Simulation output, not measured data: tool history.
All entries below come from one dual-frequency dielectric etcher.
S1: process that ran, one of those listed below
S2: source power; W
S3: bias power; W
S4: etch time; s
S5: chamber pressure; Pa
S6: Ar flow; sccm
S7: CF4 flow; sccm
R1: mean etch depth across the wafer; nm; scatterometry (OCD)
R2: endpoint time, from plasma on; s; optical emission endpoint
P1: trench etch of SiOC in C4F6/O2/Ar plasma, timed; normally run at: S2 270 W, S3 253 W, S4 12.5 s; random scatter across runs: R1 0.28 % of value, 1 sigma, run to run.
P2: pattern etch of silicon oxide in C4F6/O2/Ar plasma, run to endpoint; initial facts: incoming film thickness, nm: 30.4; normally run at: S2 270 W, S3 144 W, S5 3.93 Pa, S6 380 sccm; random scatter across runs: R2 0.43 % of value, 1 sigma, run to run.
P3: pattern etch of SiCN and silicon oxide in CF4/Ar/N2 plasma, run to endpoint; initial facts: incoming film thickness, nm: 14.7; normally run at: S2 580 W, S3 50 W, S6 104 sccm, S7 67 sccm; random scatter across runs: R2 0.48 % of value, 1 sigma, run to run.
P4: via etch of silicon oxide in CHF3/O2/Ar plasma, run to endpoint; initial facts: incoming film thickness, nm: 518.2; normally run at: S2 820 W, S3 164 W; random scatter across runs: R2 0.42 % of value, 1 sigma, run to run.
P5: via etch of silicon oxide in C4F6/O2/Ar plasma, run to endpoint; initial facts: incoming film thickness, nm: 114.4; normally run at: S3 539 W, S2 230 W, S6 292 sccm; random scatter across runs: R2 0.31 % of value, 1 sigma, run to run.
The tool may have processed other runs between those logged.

run    day  S1   S2   S3    S4    S5   S6  S7      R1       R2
  1  0.321  P1  270  253  12.5                 24.836
  2  0.692  P1  270  344  12.5                 27.778
  3  0.904  P1  270  253  12.5                 24.992
  4  1.200  P4  820  164                               252.450
  5  1.512  P1  270  161   9.5                 16.223
  6  1.850  P1  270  253  12.5                 24.865
  7  2.042  P1  270  253  12.5                 24.864
  8  2.300  P2  270  144        4.87  380               12.947
  9  2.542  P3  580   50              104  67           15.105
 10  2.983  P1  270  253   7.5                 14.924
 11  3.325  P2  270  144        3.93  380               12.732
 12  3.567  P1  370  253   7.0                 15.729
 13  3.938  P2  170  144        3.93  380               15.136
 14  4.367  P3  580   50               71  67           14.293
 15  4.725  P4  820  231                               223.370
 16  4.925  P3  580   30              104  67           17.570
 17  5.167  P2  270   95        3.93  380               14.282
 18  5.400  P2  270  144        3.93  229               11.991
 19  5.779  P5  230  539              292               28.339
 20  6.042  P3  580   50              104  53           15.842
 21  6.333  P1  270  152  12.5                 20.990
 22  6.658  P1  370  332  12.5                 30.977
 23  6.867  P5  170  539              292               31.835
 24  7.225  P5  230  539              398               29.560
 25  7.483  P1  360  253  12.5                 27.779
 26  7.912  P1  180  253  12.5                 21.335

Run 27 is up next; what results do you expect?
 27  8.350  P4  1120  164                       ?

R2: 222.780 s
